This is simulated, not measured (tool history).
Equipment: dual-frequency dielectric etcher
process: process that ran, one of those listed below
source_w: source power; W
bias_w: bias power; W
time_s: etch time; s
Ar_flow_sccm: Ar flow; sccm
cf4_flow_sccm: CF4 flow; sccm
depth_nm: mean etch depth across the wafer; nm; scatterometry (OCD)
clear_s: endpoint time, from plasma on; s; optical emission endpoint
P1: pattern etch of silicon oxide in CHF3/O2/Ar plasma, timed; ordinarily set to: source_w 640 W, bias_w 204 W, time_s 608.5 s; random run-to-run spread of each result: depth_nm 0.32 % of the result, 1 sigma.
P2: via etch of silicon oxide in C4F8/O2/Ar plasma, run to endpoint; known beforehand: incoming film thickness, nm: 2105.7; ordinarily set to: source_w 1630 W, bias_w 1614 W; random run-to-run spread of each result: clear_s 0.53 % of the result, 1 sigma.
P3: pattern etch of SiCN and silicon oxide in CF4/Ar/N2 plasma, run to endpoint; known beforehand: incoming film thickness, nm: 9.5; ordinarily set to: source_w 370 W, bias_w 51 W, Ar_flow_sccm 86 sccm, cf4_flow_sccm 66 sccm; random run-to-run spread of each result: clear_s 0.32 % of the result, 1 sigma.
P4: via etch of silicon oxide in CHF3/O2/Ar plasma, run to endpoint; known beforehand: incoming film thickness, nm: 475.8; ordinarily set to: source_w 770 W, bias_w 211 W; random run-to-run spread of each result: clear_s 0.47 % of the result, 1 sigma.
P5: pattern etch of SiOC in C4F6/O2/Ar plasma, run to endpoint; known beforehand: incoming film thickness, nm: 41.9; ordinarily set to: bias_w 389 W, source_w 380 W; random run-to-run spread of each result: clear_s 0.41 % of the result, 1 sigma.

run,day,process,source_w,bias_w,time_s,Ar_flow_sccm,cf4_flow_sccm,depth_nm,clear_s
1,0.325,P1,640,204,608.5,,,1274.70,
2,0.538,P1,640,204,334.5,,,700.80,
3,0.817,P1,640,204,608.5,,,1271.40,
4,1.017,P2,1630,1614,,,,,487.530
5,1.338,P1,460,204,608.5,,,1121.50,
6,1.596,P3,370,51,,86,89,,14.130
7,1.892,P4,770,211,,,,,205.750
8,2.092,P1,640,204,608.5,,,1268.50,
9,2.379,P1,470,204,402.0,,,747.04,
10,2.550,P1,640,204,608.5,,,1263.40,
11,2.817,P5,380,389,,,,,15.394
12,3.042,P1,640,275,608.5,,,1413.20,
13,3.204,P4,480,211,,,,,244.240
14,3.538,P1,490,165,608.5,,,1066.40,
15,3.879,P5,380,529,,,,,13.729
16,4.221,P4,770,211,,,,,204.680
17,4.429,P4,770,140,,,,,233.640
18,4.767,P2,1630,960,,,,,553.770
19,4.979,P3,370,31,,86,66,,17.138
20,5.275,P3,370,51,,86,66,,14.796
21,5.492,P5,300,389,,,,,16.853
22,5.658,P2,1330,1614,,,,,527.580
23,5.900,P3,370,51,,56,66,,13.810
24,6.133,P1,640,120,608.5,,,1074.00,
25,6.392,P1,640,204,608.5,,,1272.10,
26,6.642,P1,880,204,608.5,,,1443.80,
27,6.950,P3,500,51,,86,66,,11.342
28,7.238,P1,640,204,792.5,,,1652.70,
29,7.471,P1,640,204,608.5,,,1271.60,
30,7.746,P1,640,204,608.5,,,1275.20,
31,8.029,P1,640,204,608.5,,,1289.10,
32,8.242,P1,640,204,608.5,,,1286.60,
33,8.492,P1,640,204,608.5,,,1291.90,
34,8.792,P1,640,204,608.5,,,1288.90,
35,8.958,P1,640,204,608.5,,,1287.10,
36,9.258,P1,640,204,608.5,,,1293.30,
37,9.438,P1,640,204,608.5,,,1291.60,
# day 9.588: wet clean of the chamber
38,9.758,P1,640,204,608.5,,,1296.50,
39,10.033,P1,640,204,608.5,,,1294.60,
40,10.383,P1,640,204,608.5,,,1290.10,

The log shows P1 creeping away from where it was. Any of the 2 causes listed here, at the size stated for it, fits the log just as well as the others:
A: source power that arrives over what is set, % = 4.37
B: bias power that arrives over what is set, % = 4.83
The drift started at roughly day 7.471.
What rules out each remaining cause:
chamber walls in a state that raises the etch rate, %: work on it at day 9.588, done after the drift set in, did not restore what the process gave before

Each of the 4 check runs below uses one wafer; its results are left as question marks. Which run tells the causes apart?
check 1,10.733,P2,1630,1213,,,,,?
check 2,10.733,P4,480,211,,,,,?
check 3,10.733,P3,370,31,,60,66,,?
check 4,10.733,P5,380,491,,,,,?

What every check run would give for each of its results, assuming each possible cause in turn:
check,result,if A,if B
check 1,clear_s,513.330,516.040
check 2,clear_s,240.790,240.670
check 3,clear_s,15.442,15.864
check 4,clear_s,13.899,13.872
Per-check spread between the two closest causes, in the result where they differ most: check 1 0.53 %; check 2 0.05 %; check 3 2.69 %; check 4 0.19 %
Of the check runs offered, only check 3 discriminates between the causes; the rest would read about the same regardless of which cause applies.

With check 3 done, the readings were: clear_s 15.548 s. Identify which of the listed causes applies.

The correct cause is A, namely: source power that arrives over what is set, %.
